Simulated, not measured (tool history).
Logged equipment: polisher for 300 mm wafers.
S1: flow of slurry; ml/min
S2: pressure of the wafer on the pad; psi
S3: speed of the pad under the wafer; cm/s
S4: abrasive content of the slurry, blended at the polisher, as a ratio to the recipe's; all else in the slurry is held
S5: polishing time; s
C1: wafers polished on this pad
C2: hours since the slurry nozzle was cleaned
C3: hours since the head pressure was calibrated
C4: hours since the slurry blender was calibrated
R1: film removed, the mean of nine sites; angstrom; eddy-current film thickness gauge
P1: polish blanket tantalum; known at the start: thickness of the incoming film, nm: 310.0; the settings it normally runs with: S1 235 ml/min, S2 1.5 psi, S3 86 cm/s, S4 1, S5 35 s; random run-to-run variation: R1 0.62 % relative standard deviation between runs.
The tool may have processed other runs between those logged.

run   hour   S1   S2   S3    S4  S5    C1     C2     C3     C4      R1
  1    9.1  235  1.5   86     1  35   782  460.5  207.7   86.4  440.31
  2   14.6  175  1.5   86     1  35   853    466  213.2   91.9   424.1
  3   21.7  235  1.5   86     1  35   945  473.1  220.3     99  441.11
  4   33.3  235  0.7   86     1  35  1095  484.7  231.9  110.6  204.53
  5   44.3  235  1.5   86  1.25  35  1237  495.7  242.9  121.6  465.77
  6   56.8  235  1.5   86     1  35  1398  508.2  255.4  134.1  440.72
  7   68.7  235  1.5  134     1  35  1552  520.1  267.3    146  677.27
  8   80.1  235  1.5   48     1  35  1699  531.5  278.7  157.4  244.07
  9   91.9  235    2   86     1  35  1851  543.3  290.5  169.2  585.82
 10   99.1  235  1.5   86     1  18  1944  550.5  297.7  176.4  224.59
 11  111.4  235  1.5   86     1  35  2103  562.8    310  188.7  437.16
 12  122.3  235  1.5   86     1  49  2244  573.7  320.9  199.6  613.55
 13  129.8  235  1.5   86  0.55  35  2341  581.2  328.4  207.1     356
 14  141.7  235  1.5   86     1  35  2494  593.1  340.3    219  434.97
 15  151.7  235  0.7   46     1  35  2624  603.1  350.3    229  110.54

Estimate the outcome of run 16 from the log above:
 16  161.2  360  1.5  86   1  35  2746  612.6  359.8  238.5   ?

R1: 454.53 angstrom
